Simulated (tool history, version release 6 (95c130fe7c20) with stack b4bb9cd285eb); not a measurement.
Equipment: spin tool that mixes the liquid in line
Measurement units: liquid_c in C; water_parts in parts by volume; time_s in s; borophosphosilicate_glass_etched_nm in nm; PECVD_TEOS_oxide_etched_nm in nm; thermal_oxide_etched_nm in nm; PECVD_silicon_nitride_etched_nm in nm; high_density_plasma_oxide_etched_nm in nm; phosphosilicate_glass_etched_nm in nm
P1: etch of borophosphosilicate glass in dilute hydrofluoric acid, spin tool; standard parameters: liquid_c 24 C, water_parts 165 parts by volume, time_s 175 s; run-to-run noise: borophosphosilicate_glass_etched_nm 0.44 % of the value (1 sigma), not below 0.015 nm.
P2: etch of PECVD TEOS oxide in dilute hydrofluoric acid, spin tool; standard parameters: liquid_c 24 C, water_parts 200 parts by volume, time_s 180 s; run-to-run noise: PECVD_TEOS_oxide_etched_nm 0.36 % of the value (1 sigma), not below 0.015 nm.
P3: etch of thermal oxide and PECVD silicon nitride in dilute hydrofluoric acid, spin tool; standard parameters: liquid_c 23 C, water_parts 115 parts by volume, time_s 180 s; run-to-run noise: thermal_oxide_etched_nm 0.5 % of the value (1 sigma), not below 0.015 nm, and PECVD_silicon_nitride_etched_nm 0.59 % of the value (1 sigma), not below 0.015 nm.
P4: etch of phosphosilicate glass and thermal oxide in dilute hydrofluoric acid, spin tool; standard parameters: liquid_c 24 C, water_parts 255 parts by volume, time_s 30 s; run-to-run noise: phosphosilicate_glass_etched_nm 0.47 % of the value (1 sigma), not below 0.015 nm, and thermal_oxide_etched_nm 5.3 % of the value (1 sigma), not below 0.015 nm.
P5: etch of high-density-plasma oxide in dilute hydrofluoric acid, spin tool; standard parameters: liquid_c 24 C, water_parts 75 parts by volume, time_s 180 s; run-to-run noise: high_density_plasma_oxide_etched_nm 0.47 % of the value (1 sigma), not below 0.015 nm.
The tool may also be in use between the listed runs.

run,hour,process,liquid_c,water_parts,time_s,hours since the thermometer was replaced,hours since the hydrofluoric acid flow meter was replaced,borophosphosilicate_glass_etched_nm,PECVD_TEOS_oxide_etched_nm,thermal_oxide_etched_nm,PECVD_silicon_nitride_etched_nm,high_density_plasma_oxide_etched_nm,phosphosilicate_glass_etched_nm
1,8.2,P1,24,165,175,568.3,95.8,48.36,,,,,
2,15.5,P1,24,165,175,575.6,103.1,48.54,,,,,
3,28.7,P2,24,200,280,588.8,116.3,,36.295,,,,
4,37.2,P2,17,200,180,597.3,124.8,,17.917,,,,
5,46.4,P3,23,115,345,606.5,134,,,13.173,11.484,,
6,56.8,P5,19.5,75,180,616.9,144.4,,,,,21.231,
7,66.2,P4,17,255,30,626.3,153.8,,,0.35642,,,6.043
8,79.6,P5,24,75,70,639.7,167.2,,,,,9.8517,
9,91.1,P4,24,255,30,651.2,178.7,,,0.4246,,,7.7623
10,100.7,P1,24,165,95,660.8,188.3,26.513,,,,,
11,116.1,P1,24,165,335,676.2,203.7,92.625,,,,,
12,125.6,P3,23,115,180,685.7,213.2,,,6.9277,5.9217,,
13,132.6,P1,24,165,175,692.7,220.2,48.79,,,,,
14,143.5,P2,24,200,180,703.6,231.1,,23.345,,,,
15,157.3,P2,24,90,180,717.4,244.9,,58.885,,,,
16,168.1,P1,24,50,245,728.2,255.7,256.32,,,,,
17,183.5,P3,17,115,180,743.6,271.1,,,5.363,3.9359,,
18,192.9,P5,24,75,180,753,280.5,,,,,25.606,
19,202.8,P1,24,60,175,762.9,290.4,149.7,,,,,
20,216.6,P1,24,165,175,776.7,304.2,48.338,,,,,
21,227.3,P3,23,65,180,787.4,314.9,,,12.877,10.429,,
22,238.1,P1,32.5,165,175,798.2,325.7,65.971,,,,,
23,250.1,P4,24,255,55,810.2,337.7,,,0.89857,,,14.219
24,264.2,P1,24,165,175,824.3,351.8,48.294,,,,,
25,276.6,P1,31.5,235,175,836.7,364.2,40.949,,,,,
26,287.1,P5,24,115,180,847.2,374.7,,,,,15.926,
27,296.2,P4,24,370,30,856.3,383.8,,,0.30358,,,4.8051
28,310.5,P4,24,255,30,870.6,398.1,,,0.44695,,,7.8443
29,326.1,P1,24,270,175,886.2,413.7,26.596,,,,,
30,335.3,P1,18.5,165,175,895.4,422.9,38.968,,,,,
31,344.1,P1,24,165,175,904.2,431.7,48.958,,,,,
32,352.6,P1,24,165,175,912.7,440.2,48.274,,,,,
33,366.5,P1,24,165,175,926.6,454.1,50.505,,,,,
34,374,P1,24,165,175,934.1,461.6,51.082,,,,,
35,389.6,P1,24,165,175,949.7,477.2,52.33,,,,,
36,404.1,P1,24,165,175,964.2,491.7,52.366,,,,,
37,418.3,P1,24,165,175,978.4,505.9,53.16,,,,,
38,428,P1,24,165,175,988.1,515.6,52.334,,,,,
39,440.1,P1,24,165,175,1000.2,527.7,52.493,,,,,

What P1 gives has crept off from where it sat before. The 2 causes that follow fit the log equally well, each at the size noted:
A: liquid hotter than its thermometer reads (K) = 2.2
B: hydrofluoric acid flow above the setpoint (%) = 7.22
The gradual shift began around hour 352.6.

The check runs listed below each take one wafer, and their results are still question marks. Under which run would the listed causes lead to clearly different results?
check 1,452.2,P2,24,200,180,,,,?,,,,
check 2,452.2,P5,24,75,180,,,,,,,?,
check 3,452.2,P3,23,115,180,,,,,?,?,,
check 4,452.2,P4,24,255,30,,,,,?,,,?

Outcome of each check run for each possible cause:
check,result,if A,if B
check 1,PECVD_TEOS_oxide_etched_nm,25.335,25.436
check 2,high_density_plasma_oxide_etched_nm,27.91,27.583
check 3,thermal_oxide_etched_nm,7.5082,7.4534
check 3,PECVD_silicon_nitride_etched_nm,6.8749,6.3762
check 4,thermal_oxide_etched_nm,0.47835,0.48306
check 4,phosphosilicate_glass_etched_nm,8.423,8.5059
Minimum pairwise separation of causes per check, each pair taken at its best-separating result: check 1 0.4 %; check 2 1.18 %; check 3 7.53 %; check 4 0.98 %
Only in check 3 would the causes give clearly different results; in the remaining checks their results would be nearly the same.

With check 3 done, the readings were: thermal_oxide_etched_nm 7.5291 nm; PECVD_silicon_nitride_etched_nm 6.8963 nm. Identify which of the listed causes applies.

The correct cause is A, namely: liquid hotter than its thermometer reads (K).
